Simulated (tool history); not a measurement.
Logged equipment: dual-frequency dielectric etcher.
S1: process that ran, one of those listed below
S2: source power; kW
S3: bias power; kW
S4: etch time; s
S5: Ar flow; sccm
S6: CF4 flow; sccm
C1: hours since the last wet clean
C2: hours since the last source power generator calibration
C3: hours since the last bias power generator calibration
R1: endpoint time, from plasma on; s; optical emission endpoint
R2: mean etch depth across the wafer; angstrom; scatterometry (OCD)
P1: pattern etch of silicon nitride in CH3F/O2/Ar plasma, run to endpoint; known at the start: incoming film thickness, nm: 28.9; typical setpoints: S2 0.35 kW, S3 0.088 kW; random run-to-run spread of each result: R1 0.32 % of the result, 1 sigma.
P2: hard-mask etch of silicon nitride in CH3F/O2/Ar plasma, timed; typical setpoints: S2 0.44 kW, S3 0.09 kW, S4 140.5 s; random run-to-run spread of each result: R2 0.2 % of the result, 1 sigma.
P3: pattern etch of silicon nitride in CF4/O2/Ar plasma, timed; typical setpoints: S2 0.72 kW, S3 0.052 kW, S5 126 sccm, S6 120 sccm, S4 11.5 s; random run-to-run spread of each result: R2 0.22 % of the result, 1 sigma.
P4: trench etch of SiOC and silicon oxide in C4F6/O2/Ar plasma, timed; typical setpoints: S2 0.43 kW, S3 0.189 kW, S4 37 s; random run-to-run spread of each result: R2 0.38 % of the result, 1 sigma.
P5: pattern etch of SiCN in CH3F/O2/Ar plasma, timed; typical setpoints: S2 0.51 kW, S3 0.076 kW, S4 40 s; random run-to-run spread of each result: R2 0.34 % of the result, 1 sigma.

run	hour	S1	S2	S3	S4	S5	S6	C1	C2	C3	R1	R2
1	6.3	P1	0.35	0.088				241.7	610.4	546.2	40.705	
2	12.6	P4	0.43	0.189	37			248	616.7	552.5		773.65
3	18.5	P1	0.35	0.088				253.9	622.6	558.4	40.564	
4	23.7	P3	0.72	0.052	11.5	126	144	259.1	627.8	563.6		307.99
5	32.1	P3	0.72	0.052	6.5	126	120	267.5	636.2	572		169.65
6	39	P1	0.45	0.067				274.4	643.1	578.9	40.646	
7	46.9	P2	0.27	0.09	140.5			282.3	651	586.8		905.36
8	51.6	P1	0.35	0.069				287	655.7	591.5	44.31	
9	59.5	P1	0.35	0.088				294.9	663.6	599.4	40.738	
10	67.8	P3	0.72	0.052	11.5	167	120	303.2	671.9	607.7		289.08
11	73	P2	0.44	0.113	140.5			308.4	677.1	612.9		1187
12	79.3	P5	0.51	0.076	59			314.7	683.4	619.2		244.16
13	83.8	P4	0.43	0.189	53.5			319.2	687.9	623.7		1122.1
14	88	P4	0.52	0.189	37			323.4	692.1	627.9		835.59
15	96.4	P3	0.72	0.052	11.5	126	120	331.8	700.5	636.3		298.92
16	102.1	P1	0.44	0.088				337.5	706.2	642	37.321	
17	108.6	P2	0.44	0.09	140.5			344	712.7	648.5		1094
18	116.3	P4	0.43	0.255	37			351.7	720.4	656.2		857.95
19	121.9	P1	0.35	0.088				357.3	726	661.8	40.643	
20	130.4	P3	0.72	0.042	11.5	126	120	365.8	734.5	670.3		277.23
21	137.9	P1	0.35	0.117				373.3	742	677.8	36.57	
22	145.8	P4	0.43	0.189	37			381.2	749.9	685.7		774.9
# hour 150.3: bias power generator calibrated
23	153.1	P1	0.27	0.088				388.5	757.2	2.8	44.592	
24	158.3	P1	0.35	0.088				393.7	762.4	8	40.376	
25	164.7	P2	0.44	0.09	140.5			400.1	768.8	14.4		1088.7
26	171.2	P5	0.51	0.076	40			406.6	775.3	20.9		164.93
27	176.2	P5	0.65	0.076	40			411.6	780.3	25.9		181.55
28	184.1	P1	0.35	0.088				419.5	788.2	33.8	40.459	

Expected results for the next run?
29	189.1	P3	0.54	0.052	11.5	126	120	424.5	793.2	38.8		?

R2: 233.29 angstrom

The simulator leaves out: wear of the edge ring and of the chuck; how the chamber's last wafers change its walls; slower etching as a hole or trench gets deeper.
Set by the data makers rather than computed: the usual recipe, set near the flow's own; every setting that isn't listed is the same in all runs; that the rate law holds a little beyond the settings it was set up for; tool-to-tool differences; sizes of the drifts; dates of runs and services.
